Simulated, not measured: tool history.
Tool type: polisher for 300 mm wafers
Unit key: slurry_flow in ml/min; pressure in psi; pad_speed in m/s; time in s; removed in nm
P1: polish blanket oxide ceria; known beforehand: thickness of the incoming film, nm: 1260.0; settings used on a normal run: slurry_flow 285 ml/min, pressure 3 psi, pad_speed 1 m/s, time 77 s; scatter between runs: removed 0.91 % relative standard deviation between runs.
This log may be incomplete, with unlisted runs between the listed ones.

run,day,slurry_flow,pressure,pad_speed,time,wafers polished on this pad,hours since the slurry nozzle was cleaned,hours since the head pressure was calibrated,removed
1,0.112,285,3,1,77,599,453.7,513.2,363.44
2,0.279,285,1.7,1,77,650,457.7,517.2,204.69
3,0.421,285,3,1,111,693,461.1,520.6,517.24
4,0.646,285,3,1,77,761,466.5,526,355.6
# day 0.783: worn pad replaced by a new one
5,0.875,285,3,1.44,77,27,472,531.5,519.93
6,0.988,175,3,1.52,77,61,474.7,534.2,521.59
7,1.108,435,3,1,77,98,477.6,537.1,367.29
8,1.367,285,3,1,77,176,483.8,543.3,351.74
9,1.583,285,3,0.72,60,242,489,548.5,200.59
10,1.775,170,3,1,77,300,493.6,553.1,334.03
11,2.012,285,3,0.46,77,372,499.3,558.8,165.34
12,2.254,285,4.6,1,77,445,505.1,564.6,553.92
13,2.417,285,3,1,77,494,509,568.5,361.25
14,2.646,285,3,1,35,563,514.5,574,164.33
15,2.862,285,3,1,77,629,519.7,579.2,358.16
16,3.083,285,3,1,77,696,525,584.5,359.65

What does the tool deliver on the next run?
17,3.258,285,3,1,77,749,529.2,588.7,?

{"run 17": {"removed": 353.96}}
